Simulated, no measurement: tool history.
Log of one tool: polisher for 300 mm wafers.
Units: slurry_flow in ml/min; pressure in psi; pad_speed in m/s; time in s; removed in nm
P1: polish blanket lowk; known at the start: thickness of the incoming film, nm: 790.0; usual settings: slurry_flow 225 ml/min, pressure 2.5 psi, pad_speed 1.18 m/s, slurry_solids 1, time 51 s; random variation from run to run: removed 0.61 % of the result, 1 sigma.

run    day  slurry_flow  pressure  pad_speed  slurry_solids  time  wafers polished on this pad  hours since the slurry nozzle was cleaned  hours since the head pressure was calibrated  hours since the slurry blender was calibrated  hours since the conditioning disc was replaced  removed
  1  0.154          225       2.5       1.18              1    51                          202                                      224.7                                         241.3                                           58.9                                           367.5   25.613
  2  0.333          225       2.5       1.18              1    23                          259                                        229                                         245.6                                           63.2                                           371.8   11.688
  3  0.438          225       2.5       1.18           1.35    51                          292                                      231.5                                         248.1                                           65.7                                           374.3    29.44
     0.483  -- slurry nozzle cleaned
  4  0.621          135       2.5       1.84              1    51                          350                                        3.3                                         252.5                                           70.1                                           378.7   34.469
  5  0.825          225         4       1.18              1    51                          414                                        8.2                                         257.4                                             75                                           383.6   41.278
  6  0.975          225       1.8       1.18              1    51                          461                                       11.8                                           261                                           78.6                                           387.2   18.772
  7  1.154          225       2.5       1.18              1    69                          518                                       16.1                                         265.3                                           82.9                                           391.5   35.237
  8   1.25          225       2.5       1.18              1    51                          548                                       18.4                                         267.6                                           85.2                                           393.8   26.392
  9   1.45          225       2.5       1.18              1    51                          611                                       23.2                                         272.4                                             90                                           398.6   26.112
 10  1.592          225       2.5       1.18              1    51                          656                                       26.6                                         275.8                                           93.4                                             402   25.967
     1.692  -- slurry blender recalibrated
 11  1.742          225       2.5       1.18              1    51                          703                                       30.2                                         279.4                                            1.2                                           405.6   25.847
 12   1.85          225       2.5       1.18           0.55    51                          737                                       32.8                                           282                                            3.8                                           408.2    19.03
 13   1.95          225       2.5       0.54              1    51                          769                                       35.2                                         284.4                                            6.2                                           410.6   13.844
     2.012  -- head pressure recalibrated
 14  2.067          225       2.5       1.18              1    51                          806                                         38                                           1.3                                              9                                           413.4   26.383
 15  2.217          225       2.5       1.84              1    51                          853                                       41.6                                           4.9                                           12.6                                             417   36.951
 16  2.312          225       2.5       1.64            1.4    51                          883                                       43.9                                           7.2                                           14.9                                           419.3   38.626
 17  2.433          320       2.5       1.18              1    51                          921                                       46.8                                          10.1                                           17.8                                           422.2   27.217
 18  2.579          135       2.5       1.18              1    51                          968                                       50.3                                          13.6                                           21.3                                           425.7   24.223
 19  2.692          225       2.5       1.18              1    51                         1003                                         53                                          16.3                                             24                                           428.4   26.089
 20  2.904          225       2.5       1.18              1    51                         1070                                       58.1                                          21.4                                           29.1                                           433.5    24.75
 21  3.108          225       2.5       1.18              1    51                         1134                                         63                                          26.3                                             34                                           438.4   23.696
     3.279  -- head pressure recalibrated
 22  3.304          225       2.5       1.18              1    51                         1196                                       67.7                                           0.6                                           38.7                                           443.1    23.14
       3.4  -- conditioning disc replaced and pad reconditioned
 23  3.475          225       2.5       1.18              1    51                         1250                                       71.8                                           4.7                                           42.8                                             1.8   22.769
     3.554  -- slurry nozzle cleaned
 24  3.646          225       2.5       1.18              1    51                         1304                                        2.3                                           8.8                                           46.9                                             5.9    22.82
 25  3.754          225       2.5       1.18              1    51                         1338                                        4.9                                          11.4                                           49.5                                             8.5   22.647
 26  3.921          225       2.5       1.18              1    51                         1391                                        8.9                                          15.4                                           53.5                                            12.5   22.726
 27  4.021          225       2.5       1.18              1    51                         1422                                       11.3                                          17.8                                           55.9                                            14.9   22.577
 28  4.117          225       2.5       1.18              1    51                         1453                                       13.6                                          20.1                                           58.2                                            17.2   22.346
 29  4.217          225       2.5       1.18              1    51                         1484                                         16                                          22.5                                           60.6                                            19.6   22.467

What P1 gives has crept away from where it was. These 2 causes fit the log equally well, each at the size given:
A: removal rate lost through wear of the pad, % = 13.5
B: abrasive missing from the slurry, % = 25.5
The creep began at about day 2.692.
Why every other cause is out:
slurry flow missing at the pad, %: serviced at day 3.554, which brought nothing back
head's pressure below its setpoint, %: serviced at day 3.279, which brought nothing back
time polished since the conditioner stopped cutting, s: serviced at day 3.4, which brought nothing back

4 check runs are offered, each on 2 wafers whose results are averaged, their results left as question marks. Which one tells the causes apart?
check 1  4.317          225       2.5       0.54              1    51                                                                                                                                                                                                                             ?
check 2  4.317          225       2.5       1.18           0.55    51                                                                                                                                                                                                                             ?
check 3  4.317          225       3.9       1.18              1    51                                                                                                                                                                                                                             ?
check 4  4.317          170       2.5       1.18              1    51                                                                                                                                                                                                                             ?

What each check would give under each cause:
  check   result    if A    if B
check 1  removed  12.026  12.031
check 2  removed  16.383  15.702
check 3  removed  35.063  35.078
check 4  removed  21.637  21.646
How far apart the two closest causes lie, in the result that separates them most: check 1 0.04 %; check 2 4.24 %; check 3 0.04 %; check 4 0.04 %
Check 2 tells the causes apart: in the others they would give nearly the same result.

Check 2 was then run and gave: removed 15.629 nm. Which cause is it?

It is B: abrasive missing from the slurry, %.
